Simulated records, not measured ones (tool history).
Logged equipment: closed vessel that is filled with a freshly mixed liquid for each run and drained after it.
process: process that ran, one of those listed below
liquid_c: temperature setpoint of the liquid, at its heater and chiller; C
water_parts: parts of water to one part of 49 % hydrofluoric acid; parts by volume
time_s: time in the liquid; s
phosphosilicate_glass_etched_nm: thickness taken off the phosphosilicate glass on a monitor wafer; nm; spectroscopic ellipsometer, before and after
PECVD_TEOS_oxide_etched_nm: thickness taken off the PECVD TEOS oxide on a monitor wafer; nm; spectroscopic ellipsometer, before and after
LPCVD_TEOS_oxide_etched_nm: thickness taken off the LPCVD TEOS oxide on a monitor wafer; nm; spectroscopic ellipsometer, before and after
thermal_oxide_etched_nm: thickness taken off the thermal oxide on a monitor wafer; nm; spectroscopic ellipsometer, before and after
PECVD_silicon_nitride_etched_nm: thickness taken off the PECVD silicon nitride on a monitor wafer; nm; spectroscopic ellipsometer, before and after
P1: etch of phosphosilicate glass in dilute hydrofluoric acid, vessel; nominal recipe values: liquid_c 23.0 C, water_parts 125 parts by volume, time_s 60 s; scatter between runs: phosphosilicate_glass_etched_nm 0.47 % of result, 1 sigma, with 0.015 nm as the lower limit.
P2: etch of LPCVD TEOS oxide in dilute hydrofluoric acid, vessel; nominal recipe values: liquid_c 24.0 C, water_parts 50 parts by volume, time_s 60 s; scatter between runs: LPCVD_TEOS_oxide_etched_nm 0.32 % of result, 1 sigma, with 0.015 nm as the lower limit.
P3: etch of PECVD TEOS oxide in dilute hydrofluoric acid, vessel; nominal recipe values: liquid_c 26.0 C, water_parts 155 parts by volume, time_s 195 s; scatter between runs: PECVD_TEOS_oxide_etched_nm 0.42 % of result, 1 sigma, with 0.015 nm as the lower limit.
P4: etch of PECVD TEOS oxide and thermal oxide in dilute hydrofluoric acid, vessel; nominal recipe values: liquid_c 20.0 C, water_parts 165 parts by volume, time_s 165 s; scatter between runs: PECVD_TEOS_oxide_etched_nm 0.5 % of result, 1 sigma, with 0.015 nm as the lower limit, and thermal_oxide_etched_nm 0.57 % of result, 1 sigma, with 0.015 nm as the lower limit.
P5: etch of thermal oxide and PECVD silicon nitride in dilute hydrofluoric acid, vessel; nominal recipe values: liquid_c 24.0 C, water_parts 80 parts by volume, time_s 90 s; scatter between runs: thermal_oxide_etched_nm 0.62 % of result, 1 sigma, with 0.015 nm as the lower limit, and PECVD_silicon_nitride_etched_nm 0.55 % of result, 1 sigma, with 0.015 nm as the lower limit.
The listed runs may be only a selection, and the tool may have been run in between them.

run   hour  process  liquid_c  water_parts  time_s  phosphosilicate_glass_etched_nm  PECVD_TEOS_oxide_etched_nm  LPCVD_TEOS_oxide_etched_nm  thermal_oxide_etched_nm  PECVD_silicon_nitride_etched_nm
  1    9.8       P1      23.0          125      60                           39.197
  2   17.3       P3      26.0          155      75                                                       6.5331
  3   27.0       P1      23.0          125      60                           38.968
  4   36.3       P2      19.5           50      60                                                                                   23.626
  5   49.4       P5      24.0           80     165                                                                                                           10.1840                          11.6860
  6   59.1       P4      25.5          165     165                                                      23.2190                                               4.5740
      61.0  -- thermometer replaced
  7   68.1       P1      30.5          125      30                           26.101
  8   74.1       P1      23.0          125      30                           19.572
  9   83.0       P3      26.0          155     195                                                      17.0810
 10   96.3       P2      24.0           20      60                                                                                   74.360
 11  107.6       P1      17.0           40      60                          105.950
 12  113.9       P1      28.0          125      60                           47.127
 13  121.2       P1      23.0          125      60                           39.099
 14  131.1       P3      20.0          155     195                                                      13.4470
 15  141.6       P1      23.0          125      90                           59.358
 16  154.6       P3      26.0          155     195                                                      16.9380
 17  167.7       P3      26.0          270     195                                                       8.6508
 18  175.9       P2      24.0           50      60                                                                                   28.664
 19  184.1       P5      24.0          130      90                                                                                                            3.1974                           3.9266
 20  191.0       P4      20.0          165      40                                                       4.5276                                               0.9171
 21  198.2       P1      23.0           40      60                          136.040
 22  208.2       P1      23.0          125      60                           38.997
 23  219.3       P1      28.0          125      35                           27.651
 24  228.8       P5      24.0           80      90                                                                                                            5.5460                           6.4426
 25  235.3       P1      17.0          125      60                           30.746
 26  243.0       P4      20.0          165     165                                                      18.7430                                               3.7061
 27  250.3       P5      17.0           80      90                                                                                                            4.1001                           3.9485
 28  263.5       P2      24.0           50     120                                                                                   56.828
 29  275.9       P1      23.0          215      60                           20.541
 30  284.6       P1      23.0          125      60                           39.162
 31  296.9       P4      20.0          260     165                                                      10.8240                                               2.1423
 32  307.3       P5      24.0           80      90                                                                                                            5.5380                           6.4693
 33  317.9       P1      23.0          125      60                           39.037
 34  325.8       P1      23.0          125      60                           39.621
 35  336.5       P1      23.0          125      60                           40.199
 36  348.9       P1      23.0          125      60                           41.167
 37  358.1       P1      23.0          125      60                           41.084
 38  367.2       P1      23.0          125      60                           41.546
 39  375.5       P1      23.0          125      60                           40.992
 40  386.3       P1      23.0          125      60                           41.507
 41  397.1       P1      23.0          125      60                           41.688

P1 no longer gives what it gave before; its output has crept away from where it was. The following 2 causes, each at its listed size, fit the log equally well:
A: liquid hotter than its thermometer reads (K) = 1.4
B: hydrofluoric acid flow above the setpoint (%) = 4.88
The process output started creeping at around hour 317.9.

Which of the 4 check runs listed below separates the causes, so that each cause would produce a clearly different result? Each run uses one wafer, and its results are marked with question marks.
check 1  407.9       P4      20.0          165     165                                                            ?                                                    ?
check 2  407.9       P2      24.0           50      60                                                                                        ?
check 3  407.9       P5      24.0           80      90                                                                                                                 ?                                ?
check 4  407.9       P3      26.0          155     195                                                            ?

Outcome of each check run for each possible cause:
  check                           result     if A     if B
check 1       PECVD_TEOS_oxide_etched_nm  19.7570  19.7710
check 1          thermal_oxide_etched_nm   3.8934   3.8963
check 2       LPCVD_TEOS_oxide_etched_nm   30.225   30.030
check 3          thermal_oxide_etched_nm   5.8469   5.8258
check 3  PECVD_silicon_nitride_etched_nm   7.0237   6.7101
check 4       PECVD_TEOS_oxide_etched_nm  17.8630  17.9410
Per-check spread between the two closest causes, in the result where they differ most: check 1 0.07 %; check 2 0.65 %; check 3 4.57 %; check 4 0.44 %
Check 3 tells the causes apart: in the others they would give nearly the same result.

After running check 3, the following was obtained: thermal_oxide_etched_nm 5.8455 nm; PECVD_silicon_nitride_etched_nm 6.7634 nm. Which cause does this point to?

The correct cause is B, namely: hydrofluoric acid flow above the setpoint (%).
